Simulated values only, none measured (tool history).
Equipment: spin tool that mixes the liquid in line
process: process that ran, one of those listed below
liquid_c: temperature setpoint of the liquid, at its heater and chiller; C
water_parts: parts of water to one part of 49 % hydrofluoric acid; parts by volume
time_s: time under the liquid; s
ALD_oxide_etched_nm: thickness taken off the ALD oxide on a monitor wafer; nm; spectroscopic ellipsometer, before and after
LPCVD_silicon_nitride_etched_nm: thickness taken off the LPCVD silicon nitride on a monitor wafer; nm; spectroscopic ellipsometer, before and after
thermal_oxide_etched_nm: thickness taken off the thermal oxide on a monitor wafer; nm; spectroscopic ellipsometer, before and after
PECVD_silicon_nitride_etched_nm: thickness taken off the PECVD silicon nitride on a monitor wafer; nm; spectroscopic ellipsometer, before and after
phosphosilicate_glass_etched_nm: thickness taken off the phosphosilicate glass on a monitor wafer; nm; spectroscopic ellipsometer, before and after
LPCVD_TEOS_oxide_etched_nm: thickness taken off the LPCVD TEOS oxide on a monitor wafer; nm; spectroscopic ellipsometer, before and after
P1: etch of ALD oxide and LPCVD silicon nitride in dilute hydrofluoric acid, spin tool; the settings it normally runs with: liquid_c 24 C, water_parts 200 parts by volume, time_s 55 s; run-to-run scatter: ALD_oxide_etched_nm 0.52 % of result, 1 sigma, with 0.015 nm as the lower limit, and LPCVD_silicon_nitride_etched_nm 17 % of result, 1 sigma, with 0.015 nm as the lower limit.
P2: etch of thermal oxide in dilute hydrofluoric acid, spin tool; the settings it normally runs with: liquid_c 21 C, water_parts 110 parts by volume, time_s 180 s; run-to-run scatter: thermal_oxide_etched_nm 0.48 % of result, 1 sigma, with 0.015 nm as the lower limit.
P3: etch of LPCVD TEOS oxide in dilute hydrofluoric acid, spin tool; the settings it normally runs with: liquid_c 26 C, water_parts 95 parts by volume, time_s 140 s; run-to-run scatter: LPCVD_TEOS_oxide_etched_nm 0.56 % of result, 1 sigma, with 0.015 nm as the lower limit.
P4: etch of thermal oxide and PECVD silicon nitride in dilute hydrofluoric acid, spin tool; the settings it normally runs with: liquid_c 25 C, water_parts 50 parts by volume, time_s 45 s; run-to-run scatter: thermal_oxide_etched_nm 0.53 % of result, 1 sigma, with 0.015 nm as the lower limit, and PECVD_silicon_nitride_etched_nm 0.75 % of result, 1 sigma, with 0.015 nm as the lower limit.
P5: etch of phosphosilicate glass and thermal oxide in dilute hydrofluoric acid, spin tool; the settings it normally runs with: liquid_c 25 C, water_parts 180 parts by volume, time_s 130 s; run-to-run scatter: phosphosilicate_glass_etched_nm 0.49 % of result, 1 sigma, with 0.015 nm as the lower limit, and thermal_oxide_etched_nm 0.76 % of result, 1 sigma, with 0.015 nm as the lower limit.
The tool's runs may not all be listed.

run,day,process,liquid_c,water_parts,time_s,ALD_oxide_etched_nm,LPCVD_silicon_nitride_etched_nm,thermal_oxide_etched_nm,PECVD_silicon_nitride_etched_nm,phosphosilicate_glass_etched_nm,LPCVD_TEOS_oxide_etched_nm
1,0.2,P1,24,200,55,4.4061,0.11862,,,,
2,0.371,P1,24,200,55,4.396,0.18154,,,,
3,0.575,P2,21,110,15,,,0.61299,,,
4,0.704,P4,25,50,45,,,4.8771,2.7285,,
5,0.912,P5,25,310,130,,,1.6518,,20.817,
6,1.133,P5,25,180,130,,,3.2654,,40.627,
7,1.292,P2,21,190,180,,,3.8307,,,
8,1.45,P4,25,80,45,,,2.9187,1.784,,
9,1.629,P1,24,200,20,1.602,0.030967,,,,
10,1.846,P4,25,50,15,,,1.6338,0.97244,,
11,1.992,P1,24,200,55,4.3992,0.12644,,,,
12,2.212,P1,24,50,55,21.106,0.37363,,,,
# day 2.388: hydrofluoric acid flow meter replaced
13,2.392,P5,25,180,25,,,0.61985,,7.9324,
14,2.504,P1,24,325,55,2.3739,0.065141,,,,
15,2.7,P2,21,110,180,,,7.1556,,,
16,2.858,P3,20.5,95,140,,,,,,23.758
17,2.962,P1,24,200,55,4.4208,0.090064,,,,
18,3.146,P5,33,180,130,,,4.3876,,54.658,
19,3.379,P1,18.5,200,55,3.5513,0.071693,,,,
20,3.521,P1,24,200,55,4.4096,0.14204,,,,
21,3.721,P2,17.5,110,180,,,6.2329,,,
22,3.9,P1,29.5,200,55,5.333,0.12858,,,,
23,4.058,P1,24,270,85,4.6946,0.15342,,,,
24,4.238,P1,24,200,100,7.9436,0.22343,,,,
25,4.471,P1,24,200,55,4.3689,0.13467,,,,
26,4.679,P5,25,180,130,,,3.2783,,40.969,
27,4.842,P4,17,50,45,,,3.4946,1.5906,,
28,4.958,P3,26,175,140,,,,,,14.453
29,5.121,P1,24,200,55,4.3821,0.11752,,,,
30,5.333,P3,26,95,235,,,,,,49.529
31,5.483,P1,18.5,270,55,2.4738,0.064547,,,,
32,5.654,P3,26,95,140,,,,,,29.322
33,5.85,P1,24,200,55,4.3854,0.10926,,,,
34,6.012,P1,24,200,55,4.4915,0.11268,,,,
35,6.129,P1,24,200,55,4.5479,0.083073,,,,
36,6.288,P1,24,200,55,4.5244,0.12358,,,,
37,6.404,P1,24,200,55,4.6213,0.099253,,,,
38,6.546,P1,24,200,55,4.5907,0.15778,,,,
39,6.725,P1,24,200,55,4.6044,0.15615,,,,
40,6.896,P1,24,200,55,4.6343,0.15279,,,,
41,7.112,P1,24,200,55,4.6016,0.087298,,,,
42,7.217,P1,24,200,55,4.64,0.093383,,,,
43,7.396,P1,24,200,55,4.661,0.12912,,,,

P1 no longer gives what it gave before; its output has crept away from where it was. The following 2 causes, each at its listed size, fit the log equally well:
A: liquid hotter than its thermometer reads (K) = 1.58
B: hydrofluoric acid flow above the setpoint (%) = 4.89
The onset of the drift is placed at about day 5.85.

Consider the 4 check runs below, whose results appear as question marks and each of which averages 2 wafers. Which one distinguishes the causes, in that each cause would give it a clearly different result?
check 1,7.575,P4,21.5,75,45,,,?,?,,
check 2,7.575,P3,26,170,230,,,,,,?
check 3,7.575,P2,21,175,65,,,?,,,
check 4,7.575,P5,25,280,130,,,?,,?,

If the cause were each of the candidates in turn, the checks would give the following:
check,result,if A,if B
check 1,thermal_oxide_etched_nm,2.9135,2.8767
check 1,PECVD_silicon_nitride_etched_nm,1.6529,1.5568
check 2,LPCVD_TEOS_oxide_etched_nm,26.169,26.149
check 3,thermal_oxide_etched_nm,1.6272,1.6199
check 4,thermal_oxide_etched_nm,2.0053,2.0187
check 4,phosphosilicate_glass_etched_nm,25.018,25.186
Smallest distance between any two causes, each pair judged by its most separating result, in per cent: check 1 5.99 %; check 2 0.08 %; check 3 0.46 %; check 4 0.67 %
The causes can be told apart only by check 1. The other checks would give nearly the same results under each of them.

After running check 1, the following was obtained: thermal_oxide_etched_nm 2.8735 nm; PECVD_silicon_nitride_etched_nm 1.5587 nm. Which cause does this point to?

The correct cause is B, namely: hydrofluoric acid flow above the setpoint (%).

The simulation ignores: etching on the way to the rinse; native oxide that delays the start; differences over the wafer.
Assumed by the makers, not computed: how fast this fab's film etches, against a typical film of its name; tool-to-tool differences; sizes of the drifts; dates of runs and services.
